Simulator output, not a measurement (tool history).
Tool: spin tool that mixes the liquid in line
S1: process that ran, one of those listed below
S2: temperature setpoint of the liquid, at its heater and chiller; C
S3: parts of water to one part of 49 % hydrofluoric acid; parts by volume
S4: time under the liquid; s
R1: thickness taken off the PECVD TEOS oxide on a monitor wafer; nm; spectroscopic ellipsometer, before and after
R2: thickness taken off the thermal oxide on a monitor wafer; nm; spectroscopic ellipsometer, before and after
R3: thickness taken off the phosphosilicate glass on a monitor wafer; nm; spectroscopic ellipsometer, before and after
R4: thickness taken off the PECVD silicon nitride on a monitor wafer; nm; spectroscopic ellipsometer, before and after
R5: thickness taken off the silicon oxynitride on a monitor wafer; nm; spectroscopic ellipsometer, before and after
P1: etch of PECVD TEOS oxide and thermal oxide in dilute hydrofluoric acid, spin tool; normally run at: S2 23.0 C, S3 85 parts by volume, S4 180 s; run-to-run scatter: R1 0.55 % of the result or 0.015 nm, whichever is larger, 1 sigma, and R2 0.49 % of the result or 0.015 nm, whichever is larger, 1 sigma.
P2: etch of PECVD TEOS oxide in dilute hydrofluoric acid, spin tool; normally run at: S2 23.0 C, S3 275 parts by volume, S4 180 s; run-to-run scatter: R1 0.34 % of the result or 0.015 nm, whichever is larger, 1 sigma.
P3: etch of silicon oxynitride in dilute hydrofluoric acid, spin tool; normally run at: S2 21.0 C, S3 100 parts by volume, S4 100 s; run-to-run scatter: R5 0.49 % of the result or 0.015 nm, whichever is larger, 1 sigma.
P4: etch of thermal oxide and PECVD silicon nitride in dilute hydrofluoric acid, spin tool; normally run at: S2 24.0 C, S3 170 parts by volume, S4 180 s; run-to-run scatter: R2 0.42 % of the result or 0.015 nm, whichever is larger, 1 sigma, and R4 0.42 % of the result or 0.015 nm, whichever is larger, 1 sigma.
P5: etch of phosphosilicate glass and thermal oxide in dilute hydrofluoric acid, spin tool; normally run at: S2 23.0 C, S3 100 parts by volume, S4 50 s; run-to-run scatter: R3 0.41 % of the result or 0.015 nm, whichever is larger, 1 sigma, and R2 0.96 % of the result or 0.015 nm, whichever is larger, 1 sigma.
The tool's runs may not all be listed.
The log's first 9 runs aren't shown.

run 10 day=1.742 | S1=P3 S2=21.0 S3=180 S4=100 | R5=2.12910
run 11 day=1.971 | S1=P1 S2=26.5 S3=85 S4=20 | R1=2.2991 R2=1.22920
run 12 day=2.075 | S1=P3 S2=29.5 S3=100 S4=100 | R5=6.19150
run 13 day=2.233 | S1=P5 S2=23.0 S3=100 S4=50 | R2=2.19920 R3=60.876
run 14 day=2.354 | S1=P2 S2=17.0 S3=275 S4=180 | R1=6.0170
run 15 day=2.538 | S1=P1 S2=31.0 S3=85 S4=180 | R1=25.1010 R2=13.25800
run 16 day=2.683 | S1=P4 S2=24.0 S3=170 S4=180 | R2=5.01440 R4=5.5604
run 17 day=2.812 | S1=P1 S2=23.0 S3=45 S4=180 | R1=36.1480 R2=19.25400
run 18 day=3.021 | S1=P4 S2=24.0 S3=170 S4=180 | R2=5.04220 R4=5.5501
run 19 day=3.204 | S1=P4 S2=24.0 S3=95 S4=180 | R2=9.78040 R4=9.8184
run 20 day=3.325 | S1=P1 S2=23.0 S3=85 S4=180 | R1=18.2580 R2=9.76890
run 21 day=3.438 | S1=P2 S2=23.0 S3=55 S4=180 | R1=48.6140
run 22 day=3.600 | S1=P1 S2=23.0 S3=85 S4=40 | R1=4.0196 R2=2.13960
run 23 day=3.704 | S1=P5 S2=23.0 S3=20 S4=50 | R2=11.76900 R3=340.710
run 24 day=3.812 | S1=P1 S2=30.5 S3=85 S4=105 | R1=14.2970 R2=7.53550

Forecast run 25:
run 25 day=3.912 | S1=P2 S2=23.0 S3=275 S4=350 | R1=?

Run 25 gave R1 14.8050 nm.

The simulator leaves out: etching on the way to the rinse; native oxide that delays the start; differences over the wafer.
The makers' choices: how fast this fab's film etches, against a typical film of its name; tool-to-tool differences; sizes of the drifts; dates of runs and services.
